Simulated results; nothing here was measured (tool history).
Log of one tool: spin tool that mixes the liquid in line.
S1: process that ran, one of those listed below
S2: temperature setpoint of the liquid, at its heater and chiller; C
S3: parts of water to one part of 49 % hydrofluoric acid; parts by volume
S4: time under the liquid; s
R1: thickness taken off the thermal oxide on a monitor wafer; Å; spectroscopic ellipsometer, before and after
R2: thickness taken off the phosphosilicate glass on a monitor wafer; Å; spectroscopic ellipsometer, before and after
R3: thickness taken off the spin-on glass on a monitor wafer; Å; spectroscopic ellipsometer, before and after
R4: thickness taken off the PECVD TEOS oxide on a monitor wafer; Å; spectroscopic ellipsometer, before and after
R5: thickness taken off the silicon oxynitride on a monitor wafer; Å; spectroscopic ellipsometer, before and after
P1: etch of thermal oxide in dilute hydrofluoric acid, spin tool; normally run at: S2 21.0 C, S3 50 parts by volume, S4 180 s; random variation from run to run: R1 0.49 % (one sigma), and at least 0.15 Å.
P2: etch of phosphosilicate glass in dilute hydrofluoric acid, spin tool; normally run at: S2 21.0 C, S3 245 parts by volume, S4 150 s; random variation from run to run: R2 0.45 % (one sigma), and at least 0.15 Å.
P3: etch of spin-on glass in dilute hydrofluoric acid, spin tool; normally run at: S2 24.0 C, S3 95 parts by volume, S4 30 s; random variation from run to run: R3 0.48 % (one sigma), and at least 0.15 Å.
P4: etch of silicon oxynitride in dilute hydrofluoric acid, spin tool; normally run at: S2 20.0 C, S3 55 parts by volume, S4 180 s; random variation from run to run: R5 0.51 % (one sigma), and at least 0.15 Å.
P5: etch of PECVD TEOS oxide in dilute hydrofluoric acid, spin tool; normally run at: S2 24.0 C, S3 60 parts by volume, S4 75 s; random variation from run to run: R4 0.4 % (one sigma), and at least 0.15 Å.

run   hour  S1    S2   S3   S4       R1      R2       R3      R4       R5
  1    6.6  P1  21.0   50  180  160.360
  2   13.9  P2  21.0  440  150           284.40
  3   20.8  P3  24.0  170   30                    78.358
  4   27.7  P5  24.0   60   75                            215.62
  5   38.7  P1  21.0   50  180  159.170
  6   48.9  P5  24.0   60   75                            215.51
  7   56.2  P1  17.0   50  180  133.520
  8   66.6  P5  24.0   30   75                            447.44
  9   74.4  P2  21.0  245  150           603.08
 10   80.3  P5  24.0   60  115                            330.35
 11   89.4  P5  19.5   60   75                            177.73
 12   98.2  P3  24.0   95   60                   305.620
 13  110.4  P2  21.0  245  235           946.53
 14  123.2  P4  20.0   55   75                                     30.781
 15  134.7  P1  21.0   50   80   70.851
 16  142.7  P4  28.0   55  180                                    108.920
 17  153.3  P3  17.0   95   30                   115.400
 18  165.0  P4  20.0   20  180                                    209.010
 19  176.6  P3  24.0   95   30                   153.230
 20  189.3  P1  21.0   50  260  230.800
 21  199.9  P1  25.5   20  180  501.230
 22  211.6  P1  21.0   50  180  159.850
 23  218.6  P4  20.0   55  180                                     74.962
 24  228.2  P1  21.0   50  180  159.060
 25  234.5  P4  20.0   55  180                                     73.867
 26  240.2  P1  27.5   50  180  208.210
 27  250.4  P1  21.0   70  180  111.070
 28  260.8  P2  29.0  245  150           807.17
 29  266.8  P1  21.0   30  180  273.680
 30  273.4  P1  21.0   50  180  159.890
 31  284.2  P1  21.0   50  180  153.090
 32  296.0  P1  21.0   50  180  149.950
 33  303.2  P1  21.0   50  180  148.990
 34  314.2  P1  21.0   50  180  148.970
 35  324.9  P1  21.0   50  180  146.760
 36  337.5  P1  21.0   50  180  148.180

What P1 gives has crept away from where it was. These 2 causes fit the log equally well, each at the size given:
A: liquid colder than its thermometer reads (K) = 1.91
B: hydrofluoric acid flow below the setpoint (%) = 7.31
The creep began at about hour 273.4.

4 check runs are offered, one wafer each, their results left as question marks. Which one tells the causes apart?
check 1  350.1  P2  28.5  425  150       ?
check 2  350.1  P4  28.0   55  105                   ?
check 3  350.1  P3  17.0   95   30           ?
check 4  350.1  P5  24.0   35   75               ?

What each check would give under each cause:
  check  result     if A     if B
check 1      R2   356.40   339.52
check 2      R5   58.303   58.919
check 3      R3  105.890  105.660
check 4      R4   351.03   351.22
How far apart the two closest causes lie, in the result that separates them most: check 1 4.85 %; check 2 1.05 %; check 3 0.22 %; check 4 0.05 %
Check 1 tells the causes apart: in the others they would give nearly the same result.

Then check 1 was run and gave: R2 357.66 Å. Which cause is it?

It is A: liquid colder than its thermometer reads (K).
